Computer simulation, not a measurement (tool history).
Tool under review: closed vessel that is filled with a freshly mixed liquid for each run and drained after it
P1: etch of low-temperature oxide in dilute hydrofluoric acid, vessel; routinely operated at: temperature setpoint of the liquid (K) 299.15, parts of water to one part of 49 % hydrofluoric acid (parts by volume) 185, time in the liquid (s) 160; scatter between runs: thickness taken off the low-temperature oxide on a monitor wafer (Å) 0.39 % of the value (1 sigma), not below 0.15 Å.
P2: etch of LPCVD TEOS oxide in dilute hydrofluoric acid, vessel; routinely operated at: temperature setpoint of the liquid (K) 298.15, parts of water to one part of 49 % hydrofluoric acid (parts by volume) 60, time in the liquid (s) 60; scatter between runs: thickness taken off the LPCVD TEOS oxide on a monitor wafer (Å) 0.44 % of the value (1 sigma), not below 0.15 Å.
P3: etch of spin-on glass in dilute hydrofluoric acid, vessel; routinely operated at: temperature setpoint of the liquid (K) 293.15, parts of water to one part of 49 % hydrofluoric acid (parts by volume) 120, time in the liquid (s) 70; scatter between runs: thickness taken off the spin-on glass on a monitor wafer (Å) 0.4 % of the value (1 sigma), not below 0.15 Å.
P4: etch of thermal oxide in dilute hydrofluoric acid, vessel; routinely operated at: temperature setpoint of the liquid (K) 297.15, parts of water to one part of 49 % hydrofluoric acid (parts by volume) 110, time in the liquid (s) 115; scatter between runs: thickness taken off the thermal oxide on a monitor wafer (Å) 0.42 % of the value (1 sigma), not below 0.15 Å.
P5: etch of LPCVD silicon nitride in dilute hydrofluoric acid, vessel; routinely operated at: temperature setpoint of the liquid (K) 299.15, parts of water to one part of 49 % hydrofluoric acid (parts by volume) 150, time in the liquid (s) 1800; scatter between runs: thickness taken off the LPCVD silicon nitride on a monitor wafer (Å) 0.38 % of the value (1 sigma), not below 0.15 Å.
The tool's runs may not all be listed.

run	hour	process that ran	temperature setpoint of the liquid (K)	parts of water to one part of 49 % hydrofluoric acid (parts by volume)	time in the liquid (s)	hours since the thermometer was replaced	hours since the hydrofluoric acid flow meter was replaced	thickness taken off the low-temperature oxide on a monitor wafer (Å)	thickness taken off the LPCVD silicon nitride on a monitor wafer (Å)	thickness taken off the spin-on glass on a monitor wafer (Å)	thickness taken off the LPCVD TEOS oxide on a monitor wafer (Å)	thickness taken off the thermal oxide on a monitor wafer (Å)
1	17.7	P1	299.15	185	160	1481.9	175.1	160.92				
2	25.8	P5	299.15	150	535	1490	183.2		19.651			
3	42.7	P3	293.15	205	70	1506.9	200.1			88.343		
4	54.5	P2	298.15	60	105	1518.7	211.9				653.38	
5	65.2	P4	297.15	180	115	1529.4	222.6					27.671
6	79.1	P2	298.15	60	60	1543.3	236.5				374.08	
7	88.8	P1	304.15	185	160	1553	246.2	193.02				
8	101	P3	293.15	120	30	1565.2	258.4			70.562		
9	114.9	P4	297.15	110	195	1579.1	272.3					83.075
10	126.6	P5	299.15	150	1800	1590.8	284		66.725			
11	140.4	P1	299.15	185	160	1604.6	297.8	162.69				
12	157.4	P2	298.15	110	60	1621.6	314.8				191.39	
13	171	P2	298.15	60	60	1635.2	328.4				373.42	
14	189	P1	299.15	185	160	1653.2	346.4	162.51				
15	197.5	P5	305.65	150	1800	1661.7	354.9		99.063			
16	209.7	P3	290.15	120	70	1673.9	367.1			145.84		
17	218.8	P2	290.65	60	60	1683	376.2				274.93	
18	227.2	P5	299.15	150	1800	1691.4	384.6		66.336			
19	240	P1	299.15	185	160	1704.2	397.4	161.38				
20	251	P1	299.15	50	160	1715.2	408.4	708.04				
21	263	P3	293.15	120	70	1727.2	420.4			165.37		
22	278.9	P1	299.15	185	315	1743.1	436.3	321.08				
23	288.6	P4	297.15	110	115	1752.8	446					49.412
24	305.9	P3	293.15	120	70	1770.1	463.3			164.12		
# hour 311.7: thermometer replaced
25	314.8	P1	292.15	185	160	3.2	472.2	124.3				
26	323.8	P5	299.15	265	1800	12.2	481.2		37.591			
27	340.2	P1	299.15	250	160	28.6	497.6	111.23				
28	358.5	P1	299.15	185	160	46.9	515.9	161.32				

Estimate the outcome of run 29 from the log above:
29	371.4	P1	293.15	75	160	59.8	528.8	?				

{"run 29": {"thickness taken off the low-temperature oxide on a monitor wafer (Å)": 356.61}}
